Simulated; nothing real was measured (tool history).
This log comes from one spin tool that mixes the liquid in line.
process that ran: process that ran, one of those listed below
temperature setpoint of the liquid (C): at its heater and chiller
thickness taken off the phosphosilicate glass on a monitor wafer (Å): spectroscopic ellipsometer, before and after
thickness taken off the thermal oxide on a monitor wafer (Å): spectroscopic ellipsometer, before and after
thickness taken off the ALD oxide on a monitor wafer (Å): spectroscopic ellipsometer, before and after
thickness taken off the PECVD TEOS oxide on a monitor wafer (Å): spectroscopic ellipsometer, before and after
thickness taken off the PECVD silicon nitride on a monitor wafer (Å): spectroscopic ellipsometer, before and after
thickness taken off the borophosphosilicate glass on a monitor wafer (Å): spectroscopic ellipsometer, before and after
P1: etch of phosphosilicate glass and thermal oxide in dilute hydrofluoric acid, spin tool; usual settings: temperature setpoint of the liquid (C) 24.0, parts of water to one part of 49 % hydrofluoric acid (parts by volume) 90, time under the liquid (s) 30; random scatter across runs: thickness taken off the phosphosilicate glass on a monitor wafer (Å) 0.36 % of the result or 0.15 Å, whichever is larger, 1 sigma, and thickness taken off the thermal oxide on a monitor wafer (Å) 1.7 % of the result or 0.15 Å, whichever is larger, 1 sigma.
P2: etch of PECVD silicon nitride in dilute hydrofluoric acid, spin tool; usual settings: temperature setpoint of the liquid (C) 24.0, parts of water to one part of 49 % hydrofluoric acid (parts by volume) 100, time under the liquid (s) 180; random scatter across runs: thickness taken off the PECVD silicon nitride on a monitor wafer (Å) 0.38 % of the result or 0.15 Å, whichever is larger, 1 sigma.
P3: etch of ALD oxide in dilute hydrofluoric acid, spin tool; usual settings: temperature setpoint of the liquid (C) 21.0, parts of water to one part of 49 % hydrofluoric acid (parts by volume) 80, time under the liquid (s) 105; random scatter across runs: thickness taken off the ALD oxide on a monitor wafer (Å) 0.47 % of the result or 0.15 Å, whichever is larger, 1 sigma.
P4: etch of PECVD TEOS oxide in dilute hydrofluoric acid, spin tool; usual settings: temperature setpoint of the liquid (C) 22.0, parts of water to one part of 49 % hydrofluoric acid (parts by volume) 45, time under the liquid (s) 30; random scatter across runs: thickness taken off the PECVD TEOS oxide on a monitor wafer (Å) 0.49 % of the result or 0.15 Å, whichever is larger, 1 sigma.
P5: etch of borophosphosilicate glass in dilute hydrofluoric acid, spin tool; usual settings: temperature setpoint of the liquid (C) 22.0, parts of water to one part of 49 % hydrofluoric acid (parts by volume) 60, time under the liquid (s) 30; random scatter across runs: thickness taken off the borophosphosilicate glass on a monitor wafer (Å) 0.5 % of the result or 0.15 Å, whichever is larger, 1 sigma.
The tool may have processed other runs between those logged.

run	hour	process that ran	temperature setpoint of the liquid (C)	parts of water to one part of 49 % hydrofluoric acid (parts by volume)	time under the liquid (s)	thickness taken off the phosphosilicate glass on a monitor wafer (Å)	thickness taken off the thermal oxide on a monitor wafer (Å)	thickness taken off the ALD oxide on a monitor wafer (Å)	thickness taken off the PECVD TEOS oxide on a monitor wafer (Å)	thickness taken off the PECVD silicon nitride on a monitor wafer (Å)	thickness taken off the borophosphosilicate glass on a monitor wafer (Å)
1	8.0	P1	24.0	90	30	507.71	15.689				
2	19.5	P1	24.0	90	30	506.65	15.566				
3	28.0	P3	21.0	80	210			249.71			
4	33.3	P1	24.0	90	30	505.13	15.434				
5	42.5	P1	28.0	90	30	592.20	17.935				
6	49.7	P1	28.0	120	30	423.92	12.985				
7	61.1	P4	22.0	45	30				80.210		
8	68.8	P2	17.5	100	180					34.464	
9	74.3	P2	24.0	100	180					53.263	
10	79.8	P5	22.0	60	15						124.20
11	89.9	P1	24.0	90	30	507.24	15.183				
12	99.9	P1	31.0	90	50	1105.90	34.083				
13	106.9	P1	24.0	90	45	759.20	23.027				
14	118.4	P1	24.0	90	30	506.45	15.428				
15	127.6	P4	22.0	75	30				46.127		
16	138.0	P1	24.0	20	30	2499.30	75.495				
17	143.8	P2	24.0	45	180					117.970	
18	154.1	P3	21.0	80	105			125.31			
19	165.0	P2	24.0	100	180					53.673	
20	172.6	P3	21.0	20	105			540.19			
21	179.9	P2	24.0	100	60					17.993	
22	190.1	P5	22.0	40	30						379.02
23	201.2	P4	22.0	45	60				162.450		
24	210.9	P1	24.0	90	15	254.51	7.806				
25	221.3	P3	17.0	80	105			105.64			
26	228.6	P5	17.0	60	30						200.01
27	234.0	P4	17.0	45	30				65.340		
28	241.8	P5	22.0	60	30						247.18
# hour 248.2: thermometer replaced
29	252.5	P1	17.0	90	30	379.55	11.466				
30	258.7	P1	24.0	125	30	348.43	10.919				
31	265.5	P1	24.0	90	30	509.49	15.859				
32	275.0	P3	21.0	80	105			125.11			
33	283.5	P1	24.0	90	30	506.94	15.823				
34	293.6	P1	24.0	90	30	525.08	16.172				
35	303.9	P1	24.0	90	30	530.10	16.730				
36	314.4	P1	24.0	90	30	537.86	16.754				
37	322.0	P1	24.0	90	30	538.60	16.421				
38	328.8	P1	24.0	90	30	544.20	16.502				
39	334.3	P1	24.0	90	30	543.65	16.447				
40	339.6	P1	24.0	90	30	546.51	16.716				
41	350.6	P1	24.0	90	30	545.10	16.270				

What P1 gives has crept away from where it was. These 2 causes fit the log equally well, each at the size given:
A: liquid hotter than its thermometer reads (K) = 1.87
B: hydrofluoric acid flow above the setpoint (%) = 6.88
The gradual shift began around hour 283.5.

Which of the 4 check runs listed below separates the causes, so that each cause would produce a clearly different result? Each run uses one wafer, and its results are marked with question marks.
check 1	361.6	P2	24.0	100	180					?	
check 2	361.6	P3	21.0	80	105			?			
check 3	361.6	P5	22.0	60	30						?
check 4	361.6	P4	22.0	45	30				?		

Predicted outcomes, by check and by cause:
check	result	if A	if B
check 1	thickness taken off the PECVD silicon nitride on a monitor wafer (Å)	60.685	57.345
check 2	thickness taken off the ALD oxide on a monitor wafer (Å)	135.34	134.81
check 3	thickness taken off the borophosphosilicate glass on a monitor wafer (Å)	267.37	265.85
check 4	thickness taken off the PECVD TEOS oxide on a monitor wafer (Å)	87.326	86.664
Per check, the gap between the least separated pair of causes, taken in the result that splits them most: check 1 5.66 %; check 2 0.39 %; check 3 0.57 %; check 4 0.76 %
Of the check runs offered, only check 1 discriminates between the causes; the rest would read about the same regardless of which cause applies.

Check 1 has now been run. It gave: thickness taken off the PECVD silicon nitride on a monitor wafer (Å) 57.444. Which of the candidate causes is it?

Of the candidate causes, it is B: hydrofluoric acid flow above the setpoint (%).
